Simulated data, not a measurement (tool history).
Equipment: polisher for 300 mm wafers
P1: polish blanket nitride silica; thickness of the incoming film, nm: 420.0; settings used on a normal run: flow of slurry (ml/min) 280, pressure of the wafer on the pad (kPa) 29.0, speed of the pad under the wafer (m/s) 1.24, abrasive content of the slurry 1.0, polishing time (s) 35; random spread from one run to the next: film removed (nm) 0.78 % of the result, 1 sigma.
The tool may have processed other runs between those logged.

| run | day | flow of slurry (ml/min) | pressure of the wafer on the pad (kPa) | speed of the pad under the wafer (m/s) | abrasive content of the slurry | polishing time (s) | film removed (nm) |
|---|---|---|---|---|---|---|---|
| 1 | 0.158 | 280 | 29.0 | 1.24 | 1.0 | 35 | 27.032 |
| 2 | 0.258 | 280 | 29.0 | 1.24 | 1.0 | 19 | 14.518 |
| 3 | 0.371 | 280 | 29.0 | 1.24 | 1.0 | 35 | 26.525 |
| 4 | 0.588 | 280 | 22.1 | 0.56 | 1.0 | 35 | 10.657 |
| 5 | 0.733 | 280 | 29.0 | 1.24 | 1.0 | 54 | 42.111 |
| 6 | 0.954 | 280 | 29.0 | 1.24 | 1.5 | 35 | 31.628 |
| 7 | 1.175 | 280 | 29.0 | 1.86 | 1.0 | 17 | 18.007 |
| 8 | 1.304 | 280 | 29.0 | 1.24 | 1.0 | 35 | 26.912 |
| 9 | 1.454 | 280 | 29.0 | 1.24 | 1.0 | 35 | 26.957 |
| 10 | 1.617 | 280 | 29.0 | 1.24 | 1.0 | 35 | 26.647 |
| 11 | 1.792 | 280 | 29.0 | 1.24 | 1.0 | 35 | 26.667 |
| 12 | 1.917 | 280 | 15.2 | 1.24 | 1.0 | 35 | 14.188 |
| 13 | 2.058 | 280 | 29.0 | 0.74 | 1.0 | 35 | 17.951 |
| 14 | 2.271 | 280 | 46.2 | 1.24 | 1.0 | 35 | 43.429 |
| 15 | 2.488 | 280 | 29.0 | 1.90 | 1.0 | 35 | 37.553 |
| 16 | 2.692 | 425 | 29.0 | 0.62 | 1.0 | 35 | 15.961 |
| 17 | 2.842 | 280 | 29.0 | 1.24 | 0.5 | 35 | 18.653 |
| 18 | 3.062 | 445 | 29.0 | 1.24 | 1.0 | 35 | 27.774 |
| 19 | 3.158 | 170 | 29.0 | 1.24 | 1.0 | 35 | 25.054 |
| 20 | 3.358 | 280 | 29.0 | 1.24 | 1.0 | 35 | 26.991 |
| 21 | 3.558 | 280 | 29.0 | 1.24 | 1.0 | 35 | 25.741 |
| 22 | 3.688 | 280 | 29.0 | 1.24 | 1.0 | 35 | 24.851 |
|  | 3.821 | conditioning disc replaced and pad reconditioned |
| 23 | 3.858 | 280 | 29.0 | 1.24 | 1.0 | 35 | 24.431 |
|  | 4.012 | head pressure recalibrated |
| 24 | 4.025 | 280 | 29.0 | 1.24 | 1.0 | 35 | 24.098 |
|  | 4.154 | slurry nozzle cleaned |
| 25 | 4.162 | 280 | 29.0 | 1.24 | 1.0 | 35 | 23.609 |
| 26 | 4.317 | 280 | 29.0 | 1.24 | 1.0 | 35 | 23.934 |
| 27 | 4.500 | 280 | 29.0 | 1.24 | 1.0 | 35 | 23.766 |

Compared with where it was, what P1 gives has crept away. Each cause listed below fits the log as well as the rest, at the size given for it:
A: removal rate lost through wear of the pad, % = 11.3
B: abrasive missing from the slurry, % = 22
Creep in the process output first set in at about day 3.358.
Ruled out, with reasons:
slurry flow missing at the pad, %: serviced after onset, at day 4.154, with no recovery of the prior output
head's pressure below its setpoint, %: serviced after onset, at day 4.012, with no recovery of the prior output
time polished since the conditioner stopped cutting, s: serviced after onset, at day 3.821, with no recovery of the prior output

Each of the check runs listed below is run on 2 wafers and reports their average, with the results left as question marks. Pick the one under which the possible causes would lead to clearly different results.
| check 1 | 4.683 | 280 | 29.0 | 1.48 | 0.5 | 35 | ? |
| check 2 | 4.683 | 280 | 29.0 | 1.90 | 1.0 | 21 | ? |
| check 3 | 4.683 | 280 | 45.5 | 1.24 | 1.0 | 43 | ? |
| check 4 | 4.683 | 280 | 29.0 | 1.54 | 1.0 | 25 | ? |

Expected result of each check under each candidate cause:
| check | result | if A | if B |
|---|---|---|---|
| check 1 | film removed (nm) | 18.833 | 18.050 |
| check 2 | film removed (nm) | 20.072 | 20.057 |
| check 3 | film removed (nm) | 45.906 | 45.873 |
| check 4 | film removed (nm) | 20.199 | 20.184 |
How far apart the two closest causes lie, in the result that separates them most: check 1 4.24 %; check 2 0.07 %; check 3 0.07 %; check 4 0.07 %
Check 1 is the one run that separates the causes; every other check would come out nearly the same whichever cause is at work.

Then check 1 was run and gave: film removed (nm) 18.750. Which cause is it?

It was cause A: removal rate lost through wear of the pad, %.
